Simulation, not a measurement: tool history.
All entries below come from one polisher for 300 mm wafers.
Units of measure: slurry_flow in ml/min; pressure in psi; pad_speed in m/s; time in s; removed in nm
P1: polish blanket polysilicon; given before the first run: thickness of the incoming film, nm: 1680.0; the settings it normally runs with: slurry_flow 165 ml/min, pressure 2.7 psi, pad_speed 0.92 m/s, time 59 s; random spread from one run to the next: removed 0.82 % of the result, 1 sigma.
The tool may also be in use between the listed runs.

| run | hour | slurry_flow | pressure | pad_speed | time | wafers polished on this pad | hours since the slurry nozzle was cleaned | hours since the head pressure was calibrated | removed |
|---|---|---|---|---|---|---|---|---|---|
| 1 | 2.5 | 165 | 2.7 | 0.92 | 59 | 268 | 168.9 | 510.1 | 405.91 |
| 2 | 6.4 | 260 | 2.7 | 0.92 | 59 | 300 | 172.8 | 514 | 433.38 |
| 3 | 9.7 | 165 | 2.7 | 0.66 | 59 | 326 | 176.1 | 517.3 | 292.66 |
| 4 | 13.6 | 165 | 2.7 | 0.92 | 59 | 358 | 180 | 521.2 | 406.11 |
| 5 | 17.3 | 165 | 2.7 | 1.38 | 59 | 388 | 183.7 | 524.9 | 615.43 |
| 6 | 20.6 | 100 | 2.7 | 0.58 | 59 | 415 | 187 | 528.2 | 232.7 |
| 7 | 24.9 | 165 | 2.7 | 0.92 | 59 | 450 | 191.3 | 532.5 | 408.19 |
| 8 | 28.7 | 165 | 2.7 | 0.92 | 91 | 481 | 195.1 | 536.3 | 631.91 |
| 9 | 32.5 | 165 | 4.1 | 0.92 | 59 | 512 | 198.9 | 540.1 | 617.1 |
|  | 36.3 | worn pad replaced by a new one |
| 10 | 36.4 | 115 | 2.7 | 0.92 | 73 | 0 | 202.8 | 544 | 476.68 |
| 11 | 38.4 | 165 | 2.7 | 0.92 | 59 | 17 | 204.8 | 546 | 401.14 |
| 12 | 40.5 | 165 | 1.4 | 0.92 | 59 | 34 | 206.9 | 548.1 | 209.22 |
| 13 | 43.2 | 165 | 2.7 | 0.92 | 27 | 56 | 209.6 | 550.8 | 187.44 |
| 14 | 46.8 | 165 | 2.7 | 0.92 | 59 | 85 | 213.2 | 554.4 | 409.67 |
| 15 | 49.5 | 100 | 2.7 | 0.92 | 59 | 107 | 215.9 | 557.1 | 372.18 |
| 16 | 52.6 | 165 | 2.7 | 0.92 | 59 | 133 | 219 | 560.2 | 407.6 |
| 17 | 56 | 165 | 2.7 | 0.92 | 59 | 160 | 222.4 | 563.6 | 403.49 |
| 18 | 60 | 165 | 2.7 | 0.92 | 59 | 193 | 226.4 | 567.6 | 390.8 |
| 19 | 64.3 | 165 | 2.7 | 0.92 | 59 | 228 | 230.7 | 571.9 | 383.57 |
| 20 | 68 | 165 | 2.7 | 0.92 | 59 | 258 | 234.4 | 575.6 | 381.81 |
| 21 | 71.8 | 165 | 2.7 | 0.92 | 59 | 289 | 238.2 | 579.4 | 370.17 |
| 22 | 74.3 | 165 | 2.7 | 0.92 | 59 | 310 | 240.7 | 581.9 | 378.13 |
|  | 75.6 | worn pad replaced by a new one |
| 23 | 78.8 | 165 | 2.7 | 0.92 | 59 | 26 | 245.2 | 586.4 | 376.39 |
| 24 | 82.3 | 165 | 2.7 | 0.92 | 59 | 55 | 248.7 | 589.9 | 376.59 |
| 25 | 85.5 | 165 | 2.7 | 0.92 | 59 | 81 | 251.9 | 593.1 | 376.48 |
| 26 | 89.4 | 165 | 2.7 | 0.92 | 59 | 113 | 255.8 | 597 | 368.72 |

P1 has crept away from where it was. The log is fitted equally well by each of these 2 causes, at the sizes shown:
A: slurry flow missing at the pad, % = 36.8
B: head's pressure below its setpoint, % = 8.64
The creep began at about hour 52.6.
Other possible causes, and why each is ruled out:
removal rate lost through wear of the pad, %: serviced at hour 75.6, which brought nothing back

Consider the 4 check runs below, whose results appear as question marks and each of which averages 5 wafers. Which one distinguishes the causes, in that each cause would give it a clearly different result?
| check 1 | 93.3 | 165 | 3.5 | 0.92 | 35 |  |  |  | ? |
| check 2 | 93.3 | 165 | 1.5 | 0.92 | 59 |  |  |  | ? |
| check 3 | 93.3 | 255 | 2.7 | 0.92 | 33 |  |  |  | ? |
| check 4 | 93.3 | 165 | 2.7 | 1.32 | 81 |  |  |  | ? |

Check results expected under each cause:
| check | result | if A | if B |
|---|---|---|---|
| check 1 | removed | 286.31 | 286.29 |
| check 2 | removed | 206.84 | 206.83 |
| check 3 | removed | 227.07 | 220.35 |
| check 4 | removed | 733.39 | 733.34 |
Gap, in per cent, between the two causes that each check separates least, read from the result that separates them most: check 1 0.01 %; check 2 0.01 %; check 3 3 %; check 4 0.01 %
Only check 3 tells the causes apart: in the others they would give nearly the same result.

Check 3 has now been run. It gave: removed 226.83 nm. Which of the candidate causes is it?

A is the cause: slurry flow missing at the pad, %.
